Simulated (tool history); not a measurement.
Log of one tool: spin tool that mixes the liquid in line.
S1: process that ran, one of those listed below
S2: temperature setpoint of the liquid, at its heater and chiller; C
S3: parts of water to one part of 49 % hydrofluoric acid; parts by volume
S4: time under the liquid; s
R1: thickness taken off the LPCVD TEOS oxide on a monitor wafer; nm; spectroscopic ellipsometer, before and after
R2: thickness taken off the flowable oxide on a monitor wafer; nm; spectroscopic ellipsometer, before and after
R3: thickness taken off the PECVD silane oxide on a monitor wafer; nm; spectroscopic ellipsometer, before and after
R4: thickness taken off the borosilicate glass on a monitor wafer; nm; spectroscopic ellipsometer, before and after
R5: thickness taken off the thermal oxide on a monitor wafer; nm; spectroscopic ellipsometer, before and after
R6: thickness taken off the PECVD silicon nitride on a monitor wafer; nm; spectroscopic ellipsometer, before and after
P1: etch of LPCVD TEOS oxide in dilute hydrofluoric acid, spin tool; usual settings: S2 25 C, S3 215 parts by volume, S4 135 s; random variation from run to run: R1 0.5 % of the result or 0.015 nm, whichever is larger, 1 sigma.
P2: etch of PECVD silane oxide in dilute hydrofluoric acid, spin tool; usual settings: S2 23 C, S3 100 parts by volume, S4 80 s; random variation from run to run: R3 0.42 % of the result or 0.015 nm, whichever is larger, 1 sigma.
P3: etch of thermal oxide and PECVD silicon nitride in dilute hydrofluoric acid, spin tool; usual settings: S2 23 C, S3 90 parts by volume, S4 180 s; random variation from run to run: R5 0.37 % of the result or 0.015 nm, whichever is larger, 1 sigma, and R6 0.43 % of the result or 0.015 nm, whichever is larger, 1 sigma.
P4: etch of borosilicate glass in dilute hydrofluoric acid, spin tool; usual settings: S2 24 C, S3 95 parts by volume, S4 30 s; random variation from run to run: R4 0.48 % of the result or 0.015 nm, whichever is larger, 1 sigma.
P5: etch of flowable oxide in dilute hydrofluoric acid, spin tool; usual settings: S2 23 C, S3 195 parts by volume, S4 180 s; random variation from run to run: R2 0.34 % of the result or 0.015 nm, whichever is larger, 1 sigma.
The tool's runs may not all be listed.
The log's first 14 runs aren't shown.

run    day  S1    S2   S3   S4      R1      R2      R3  R4      R5      R6
 15    3.6  P5    23  195  180          24.785
 16  3.829  P5    23  120  180          43.859
 17  4.004  P1    33  215  135  13.359
 18  4.288  P2    23  100   80                  17.913
 19  4.583  P1    25  215  135   10.07
 20  4.846  P3    23   25  180                              35.832  20.728
 21  5.125  P1    25  215  135  10.028
 22  5.421  P5    23  195   45          6.1591
 23  5.625  P1    25  215  135    10.1
 24  5.804  P1    25  215   75  5.6018
 25  6.108  P1  18.5  215  135  7.8782
 26  6.279  P2    23  100   15                  3.3829
 27  6.592  P1    25  350  135  5.4237
 28  6.867  P3    23   90  340                              17.186  11.181
 29  7.108  P2    23  170   80                  9.7191
 30  7.304  P1    25  215  135  10.042
 31  7.621  P1  17.5   95  135  19.369
 32  7.838  P1    25  215  135  10.067
 33  8.079  P1    25  215  135  10.486

Run 34 comes next. What will it give?
 34  8.358  P1  25  215  135   ?

Run 34 gave R1 10.555 nm.
